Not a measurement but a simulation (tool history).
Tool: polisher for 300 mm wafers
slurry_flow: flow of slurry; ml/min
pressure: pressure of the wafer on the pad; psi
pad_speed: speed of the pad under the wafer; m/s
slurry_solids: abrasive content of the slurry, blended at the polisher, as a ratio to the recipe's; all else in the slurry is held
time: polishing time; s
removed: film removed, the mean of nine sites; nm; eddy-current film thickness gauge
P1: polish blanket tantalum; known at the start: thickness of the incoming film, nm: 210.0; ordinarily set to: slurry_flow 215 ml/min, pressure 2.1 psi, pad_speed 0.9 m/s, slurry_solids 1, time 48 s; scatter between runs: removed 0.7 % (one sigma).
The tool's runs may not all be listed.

Run 1, day 0.417: slurry_flow 215 ml/min, pressure 2.1 psi, pad_speed 0.9 m/s, slurry_solids 1, time 48 s. Result: removed 87.456 nm.
Run 2, day 0.638: slurry_flow 215 ml/min, pressure 2.1 psi, pad_speed 1.38 m/s, slurry_solids 1, time 48 s. Result: removed 133.69 nm.
Run 3, day 0.842: slurry_flow 215 ml/min, pressure 2.1 psi, pad_speed 0.9 m/s, slurry_solids 1, time 27 s. Result: removed 49.792 nm.
At day 1.079: slurry nozzle cleaned.
Run 4, day 1.146: slurry_flow 215 ml/min, pressure 3.2 psi, pad_speed 0.9 m/s, slurry_solids 1, time 48 s. Result: removed 134.34 nm.
Run 5, day 1.358: slurry_flow 215 ml/min, pressure 1.4 psi, pad_speed 0.9 m/s, slurry_solids 1, time 48 s. Result: removed 57.729 nm.
Run 6, day 1.658: slurry_flow 215 ml/min, pressure 2.1 psi, pad_speed 0.9 m/s, slurry_solids 1, time 48 s. Result: removed 87.329 nm.
Run 7, day 1.908: slurry_flow 130 ml/min, pressure 2.1 psi, pad_speed 0.9 m/s, slurry_solids 1, time 48 s. Result: removed 81.825 nm.
Run 8, day 2.208: slurry_flow 340 ml/min, pressure 2.1 psi, pad_speed 0.9 m/s, slurry_solids 1, time 48 s. Result: removed 91.619 nm.
Run 9, day 2.558: slurry_flow 215 ml/min, pressure 2.1 psi, pad_speed 0.9 m/s, slurry_solids 0.5, time 48 s. Result: removed 68.202 nm.
Run 10, day 2.888: slurry_flow 215 ml/min, pressure 2.1 psi, pad_speed 0.9 m/s, slurry_solids 1, time 48 s. Result: removed 87.355 nm.
Run 11, day 3.196: slurry_flow 215 ml/min, pressure 2.1 psi, pad_speed 0.9 m/s, slurry_solids 1, time 48 s. Result: removed 87.17 nm.
Run 12, day 3.467: slurry_flow 215 ml/min, pressure 2.1 psi, pad_speed 0.9 m/s, slurry_solids 1.45, time 48 s. Result: removed 95.842 nm.
Run 13, day 3.854: slurry_flow 215 ml/min, pressure 2.1 psi, pad_speed 0.9 m/s, slurry_solids 1, time 48 s. Result: removed 87.574 nm.
Run 14, day 4.15: slurry_flow 215 ml/min, pressure 2.1 psi, pad_speed 0.9 m/s, slurry_solids 1, time 63 s. Result: removed 115.71 nm.
Run 15, day 4.546: slurry_flow 215 ml/min, pressure 2.1 psi, pad_speed 0.4 m/s, slurry_solids 1, time 48 s. Result: removed 38.756 nm.
Run 16, day 4.746: slurry_flow 215 ml/min, pressure 2.1 psi, pad_speed 1.32 m/s, slurry_solids 1, time 34 s. Result: removed 92.214 nm.
Run 17, day 5.025: slurry_flow 215 ml/min, pressure 3.1 psi, pad_speed 0.9 m/s, slurry_solids 1, time 32 s. Result: removed 86.84 nm.
Run 18, day 5.212: slurry_flow 215 ml/min, pressure 2.1 psi, pad_speed 0.9 m/s, slurry_solids 1, time 48 s. Result: removed 87.387 nm.
Run 19, day 5.438: slurry_flow 215 ml/min, pressure 2.1 psi, pad_speed 0.9 m/s, slurry_solids 1, time 48 s. Result: removed 85.711 nm.
Run 20, day 5.767: slurry_flow 215 ml/min, pressure 2.1 psi, pad_speed 0.9 m/s, slurry_solids 1, time 48 s. Result: removed 83.778 nm.
Run 21, day 6.025: slurry_flow 215 ml/min, pressure 2.1 psi, pad_speed 0.9 m/s, slurry_solids 1, time 48 s. Result: removed 81.845 nm.
Run 22, day 6.375: slurry_flow 215 ml/min, pressure 2.1 psi, pad_speed 0.9 m/s, slurry_solids 1, time 48 s. Result: removed 81.708 nm.
At day 6.5: head pressure recalibrated.
Run 23, day 6.721: slurry_flow 215 ml/min, pressure 2.1 psi, pad_speed 0.9 m/s, slurry_solids 1, time 48 s. Result: removed 79.973 nm.
Run 24, day 6.942: slurry_flow 215 ml/min, pressure 2.1 psi, pad_speed 0.9 m/s, slurry_solids 1, time 48 s. Result: removed 81.015 nm.
Run 25, day 7.242: slurry_flow 215 ml/min, pressure 2.1 psi, pad_speed 0.9 m/s, slurry_solids 1, time 48 s. Result: removed 80.259 nm.
At day 7.279: slurry nozzle cleaned.
Run 26, day 7.567: slurry_flow 215 ml/min, pressure 2.1 psi, pad_speed 0.9 m/s, slurry_solids 1, time 48 s. Result: removed 79.689 nm.
Run 27, day 7.812: slurry_flow 215 ml/min, pressure 2.1 psi, pad_speed 0.9 m/s, slurry_solids 1, time 48 s. Result: removed 79.494 nm.
Run 28, day 8.071: slurry_flow 215 ml/min, pressure 2.1 psi, pad_speed 0.9 m/s, slurry_solids 1, time 48 s. Result: removed 79.207 nm.

Something has made what P1 gives creep away from where it was; the 2 causes below, each at its own stated size, fit the log equally well:
A: abrasive missing from the slurry, % = 27.1
B: removal rate lost through wear of the pad, % = 9.58
Creep in the process output first set in at about day 5.212.
Excluded causes, each with its reason:
slurry flow missing at the pad, %: serviced after onset, at day 7.279, with no recovery of the prior output
head's pressure below its setpoint, %: serviced after onset, at day 6.5, with no recovery of the prior output

Listed below are the offered check runs, one wafer per run, with question marks in place of results. For which of them would the causes give clearly different outcomes?
Run check 1, day 8.329: slurry_flow 215 ml/min, pressure 2.9 psi, pad_speed 1.38 m/s, slurry_solids 1, time 48 s. Result: removed ?.
Run check 2, day 8.329: slurry_flow 130 ml/min, pressure 3.2 psi, pad_speed 0.9 m/s, slurry_solids 1, time 48 s. Result: removed ?.
Run check 3, day 8.329: slurry_flow 215 ml/min, pressure 2.1 psi, pad_speed 1.26 m/s, slurry_solids 1, time 48 s. Result: removed ?.
Run check 4, day 8.329: slurry_flow 270 ml/min, pressure 2.1 psi, pad_speed 0.9 m/s, slurry_solids 0.5, time 48 s. Result: removed ?.

If the cause were each of the candidates in turn, the checks would give the following:
  check   result    if A    if B
check 1  removed     168  168.04
check 2  removed  111.71  111.74
check 3  removed  111.07   111.1
check 4  removed  60.076  63.296
Per check, the gap between the least separated pair of causes, taken in the result that splits them most: check 1 0.02 %; check 2 0.02 %; check 3 0.02 %; check 4 5.22 %
Check 4 is the one run that separates the causes; every other check would come out nearly the same whichever cause is at work.

With check 4 done, the readings were: removed 60.052 nm. Identify which of the listed causes applies.

A is the cause: abrasive missing from the slurry, %.
